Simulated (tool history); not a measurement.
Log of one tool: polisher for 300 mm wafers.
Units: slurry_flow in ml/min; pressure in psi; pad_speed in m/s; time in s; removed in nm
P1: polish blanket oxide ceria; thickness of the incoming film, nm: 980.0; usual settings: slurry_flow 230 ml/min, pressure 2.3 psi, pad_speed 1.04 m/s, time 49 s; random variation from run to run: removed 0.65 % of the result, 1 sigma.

run,hour,slurry_flow,pressure,pad_speed,time,wafers polished on this pad,hours since the slurry nozzle was cleaned,hours since the head pressure was calibrated,removed
1,8.9,230,2.3,1.04,49,440,295.4,175.9,167.400
2,15.3,230,1.1,1.04,49,515,301.8,182.3,80.450
3,23.2,140,2.3,1.04,49,606,309.7,190.2,155.820
4,36.7,230,2.3,1.04,49,762,323.2,203.7,168.000
# hour 36.9: worn pad replaced by a new one
5,45.2,230,1.8,1.04,60,96,331.7,212.2,162.110
6,54.7,230,2.3,1.04,30,207,341.2,221.7,102.670
7,62.0,230,2.3,0.52,49,291,348.5,229.0,83.422
8,72.5,230,2.3,1.62,49,413,359.0,239.5,261.490
9,79.5,230,3.4,1.04,49,494,366.0,246.5,245.220
10,86.8,350,2.3,1.04,49,578,373.3,253.8,176.050
11,99.3,230,2.3,1.04,49,723,385.8,266.3,168.370
12,105.6,230,2.3,1.04,49,796,392.1,272.6,169.110
13,111.6,230,2.3,1.04,65,866,398.1,278.6,221.700
14,124.6,230,2.3,1.04,49,1016,411.1,291.6,167.430
15,132.0,230,2.3,1.04,49,1102,418.5,299.0,168.650
16,140.8,230,2.3,1.04,49,1204,427.3,307.8,168.650
17,153.2,230,2.3,1.04,49,1347,439.7,320.2,164.660
18,163.9,230,2.3,1.04,49,1471,450.4,330.9,161.780
19,174.0,230,2.3,1.04,49,1588,460.5,341.0,158.780
20,183.6,230,2.3,1.04,49,1699,470.1,350.6,159.070
21,191.2,230,2.3,1.04,49,1788,477.7,358.2,156.960
# hour 202.7: worn pad replaced by a new one
22,204.7,230,2.3,1.04,49,23,491.2,371.7,155.850
23,216.1,230,2.3,1.04,49,155,502.6,383.1,157.310
24,223.3,230,2.3,1.04,49,238,509.8,390.3,155.380
25,236.7,230,2.3,1.04,49,394,523.2,403.7,156.880

What P1 gives has crept away from where it was. These 2 causes fit the log equally well, each at the size given:
A: slurry flow missing at the pad, % = 39.3
B: head's pressure below its setpoint, % = 7.05
The creep began at about hour 140.8.
Why every other cause is out:
removal rate lost through wear of the pad, %: serviced at hour 202.7, which brought nothing back

4 check runs are offered, each on 5 wafers whose results are averaged, their results left as question marks. Which one tells the causes apart?
check 1,250.1,345,2.3,1.04,49,,,,?
check 2,250.1,230,1.5,1.44,49,,,,?
check 3,250.1,230,2.3,0.52,49,,,,?
check 4,250.1,230,1.8,1.56,49,,,,?

What each check would give under each cause:
check,result,if A,if B
check 1,removed,166.260,162.440
check 2,removed,141.120,141.130
check 3,removed,78.140,78.143
check 4,removed,183.460,183.470
How far apart the two closest causes lie, in the result that separates them most: check 1 2.32 %; check 2 0 %; check 3 0 %; check 4 0 %
Only check 1 tells the causes apart: in the others they would give nearly the same result.

Check 1 was then run and gave: removed 166.350 nm. Which cause is it?

It is A: slurry flow missing at the pad, %.
